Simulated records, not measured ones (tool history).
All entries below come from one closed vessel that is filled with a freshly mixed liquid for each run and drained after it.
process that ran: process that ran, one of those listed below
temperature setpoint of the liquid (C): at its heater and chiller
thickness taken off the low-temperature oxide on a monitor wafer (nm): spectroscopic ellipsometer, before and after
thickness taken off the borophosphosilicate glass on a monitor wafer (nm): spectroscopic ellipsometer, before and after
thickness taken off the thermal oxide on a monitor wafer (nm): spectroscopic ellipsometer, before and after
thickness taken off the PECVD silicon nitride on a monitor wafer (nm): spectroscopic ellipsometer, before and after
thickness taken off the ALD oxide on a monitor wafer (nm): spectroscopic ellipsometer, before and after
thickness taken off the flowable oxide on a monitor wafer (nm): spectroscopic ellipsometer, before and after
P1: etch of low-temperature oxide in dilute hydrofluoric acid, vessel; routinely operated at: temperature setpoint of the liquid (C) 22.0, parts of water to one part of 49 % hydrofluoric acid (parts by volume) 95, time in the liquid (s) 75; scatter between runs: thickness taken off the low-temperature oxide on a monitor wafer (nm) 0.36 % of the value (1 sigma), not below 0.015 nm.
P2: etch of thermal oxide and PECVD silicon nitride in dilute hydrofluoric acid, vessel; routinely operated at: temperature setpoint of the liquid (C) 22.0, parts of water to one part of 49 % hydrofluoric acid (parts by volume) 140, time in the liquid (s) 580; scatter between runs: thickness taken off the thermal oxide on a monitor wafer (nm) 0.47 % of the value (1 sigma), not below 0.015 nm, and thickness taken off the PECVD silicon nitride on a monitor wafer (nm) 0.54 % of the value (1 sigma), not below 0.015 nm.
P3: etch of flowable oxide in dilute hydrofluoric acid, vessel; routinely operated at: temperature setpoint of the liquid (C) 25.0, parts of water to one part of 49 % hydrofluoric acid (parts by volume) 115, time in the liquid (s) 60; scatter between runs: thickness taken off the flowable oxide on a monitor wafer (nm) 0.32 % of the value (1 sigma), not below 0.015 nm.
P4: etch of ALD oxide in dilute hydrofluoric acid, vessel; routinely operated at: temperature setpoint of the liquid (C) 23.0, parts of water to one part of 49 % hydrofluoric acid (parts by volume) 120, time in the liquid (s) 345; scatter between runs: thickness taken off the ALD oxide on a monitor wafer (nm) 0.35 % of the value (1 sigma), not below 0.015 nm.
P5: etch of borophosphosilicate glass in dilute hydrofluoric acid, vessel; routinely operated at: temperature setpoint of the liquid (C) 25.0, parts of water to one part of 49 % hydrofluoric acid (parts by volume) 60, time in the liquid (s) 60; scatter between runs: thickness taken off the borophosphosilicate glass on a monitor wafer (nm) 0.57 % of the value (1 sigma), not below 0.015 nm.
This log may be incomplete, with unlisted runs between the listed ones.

run,day,process that ran,temperature setpoint of the liquid (C),parts of water to one part of 49 % hydrofluoric acid (parts by volume),time in the liquid (s),thickness taken off the low-temperature oxide on a monitor wafer (nm),thickness taken off the borophosphosilicate glass on a monitor wafer (nm),thickness taken off the thermal oxide on a monitor wafer (nm),thickness taken off the PECVD silicon nitride on a monitor wafer (nm),thickness taken off the ALD oxide on a monitor wafer (nm),thickness taken off the flowable oxide on a monitor wafer (nm)
1,0.617,P1,22.0,95,75,7.9662,,,,,
2,1.296,P5,25.0,60,60,,85.183,,,,
3,1.892,P2,22.0,140,580,,,17.170,14.810,,
4,2.571,P1,22.0,95,115,12.2050,,,,,
5,2.938,P1,22.0,95,75,7.9843,,,,,
6,3.612,P1,22.0,95,75,7.9795,,,,,
7,4.317,P2,22.0,140,580,,,17.263,14.813,,
8,4.946,P1,22.0,95,30,3.1845,,,,,
9,5.529,P1,22.0,95,75,7.9329,,,,,
10,6.125,P1,22.0,95,75,7.9791,,,,,
11,6.717,P1,27.0,95,75,9.6960,,,,,
12,7.242,P5,33.0,60,60,,117.510,,,,
13,7.608,P2,22.0,195,580,,,11.798,10.750,,
14,8.196,P5,25.0,60,105,,149.220,,,,
15,8.517,P1,22.0,45,75,17.9840,,,,,
16,9.250,P4,23.0,210,345,,,,,18.924,
17,9.871,P1,17.0,95,135,11.7280,,,,,
18,10.200,P4,23.0,120,345,,,,,36.608,
19,10.929,P3,25.0,60,60,,,,,,53.845
20,11.258,P4,17.5,120,345,,,,,29.342,
21,11.796,P2,22.0,140,985,,,29.377,25.330,,
22,12.425,P3,25.0,115,60,,,,,,26.193
23,12.912,P2,30.0,140,580,,,23.336,24.872,,
24,13.242,P1,17.0,95,75,6.5301,,,,,
25,13.929,P5,25.0,85,60,,58.616,,,,
26,14.296,P3,21.0,115,60,,,,,,22.455
27,14.833,P4,23.0,120,620,,,,,65.817,
28,15.288,P3,25.0,115,30,,,,,,13.118
29,15.854,P1,22.0,170,75,4.1606,,,,,
30,16.504,P4,23.0,120,345,,,,,36.615,
31,17.167,P1,22.0,95,75,7.9845,,,,,
32,17.829,P1,22.0,95,75,8.3960,,,,,
33,18.262,P1,22.0,95,75,8.5060,,,,,
34,18.817,P1,22.0,95,75,8.6178,,,,,
35,19.204,P1,22.0,95,75,8.7169,,,,,
36,19.596,P1,22.0,95,75,8.7425,,,,,
37,20.150,P1,22.0,95,75,8.7237,,,,,
38,20.654,P1,22.0,95,75,8.7678,,,,,
39,20.971,P1,22.0,95,75,8.8317,,,,,
40,21.346,P1,22.0,95,75,8.7690,,,,,

The output of P1 has drifted from where it used to be. Each of the 2 causes below, taken at the size shown beside it, accounts for the log equally well:
A: hydrofluoric acid flow above the setpoint (%) = 8.49
B: liquid hotter than its thermometer reads (K) = 2.26
The creep began at about day 17.167.

Consider the 4 single-wafer check runs listed below, results given as question marks: which one distinguishes between the causes by giving clearly different results for each?
check 1,21.721,P4,17.5,155,345,,,,,?,
check 2,21.721,P3,22.0,115,60,,,,,,?
check 3,21.721,P2,30.0,140,580,,,?,?,,
check 4,21.721,P5,32.5,60,60,,?,,,,

Outcome of each check run for each possible cause:
check,result,if A,if B
check 1,thickness taken off the ALD oxide on a monitor wafer (nm),24.077,24.017
check 2,thickness taken off the flowable oxide on a monitor wafer (nm),25.559,25.493
check 3,thickness taken off the thermal oxide on a monitor wafer (nm),25.743,25.354
check 3,thickness taken off the PECVD silicon nitride on a monitor wafer (nm),26.901,28.425
check 4,thickness taken off the borophosphosilicate glass on a monitor wafer (nm),125.750,125.260
Gap, in per cent, between the two causes that each check separates least, read from the result that separates them most: check 1 0.25 %; check 2 0.26 %; check 3 5.51 %; check 4 0.39 %
The other checks would show nearly matching results whichever cause is true, so check 3 is the only one that separates the causes.

Running check 3 produced the following: thickness taken off the thermal oxide on a monitor wafer (nm) 25.954; thickness taken off the PECVD silicon nitride on a monitor wafer (nm) 26.725. Which one of the listed causes fits?

A is the cause: hydrofluoric acid flow above the setpoint (%).
